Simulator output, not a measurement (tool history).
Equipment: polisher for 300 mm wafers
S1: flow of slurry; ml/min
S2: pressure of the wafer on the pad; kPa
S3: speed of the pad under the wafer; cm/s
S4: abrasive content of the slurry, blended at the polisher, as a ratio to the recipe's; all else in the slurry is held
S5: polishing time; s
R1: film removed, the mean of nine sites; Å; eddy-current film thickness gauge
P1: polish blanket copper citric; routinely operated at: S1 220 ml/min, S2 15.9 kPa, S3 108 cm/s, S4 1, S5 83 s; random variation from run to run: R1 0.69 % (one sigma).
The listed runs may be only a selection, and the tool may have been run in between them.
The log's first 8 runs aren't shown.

run	hour	S1	S2	S3	S4	S5	R1
9	48.8	325	15.9	108	1	83	1510.2
10	52.6	220	15.9	108	1	45	794.2
11	57.2	145	11	108	1	83	967.35
12	62.1	220	15.9	50	1	83	697.56
13	68.7	220	15.9	108	1	83	1457.8
14	75.2	220	15.9	108	0.75	83	1397.3
# hour 77.2: worn pad replaced by a new one
15	80.3	220	7.6	108	1	83	730.74
16	83.7	220	15.9	108	1.4	43	814.05
17	90	220	15.9	108	1	83	1473.7
18	96.6	220	20.7	108	1	83	1922.4
19	100.8	220	15.9	108	1	128	2303.3
20	104	220	15.9	108	1	83	1471.8

What will run 21 give?
21	107.4	220	15.9	108	1	83	?

{"run 21": {"R1": 1444.8}}

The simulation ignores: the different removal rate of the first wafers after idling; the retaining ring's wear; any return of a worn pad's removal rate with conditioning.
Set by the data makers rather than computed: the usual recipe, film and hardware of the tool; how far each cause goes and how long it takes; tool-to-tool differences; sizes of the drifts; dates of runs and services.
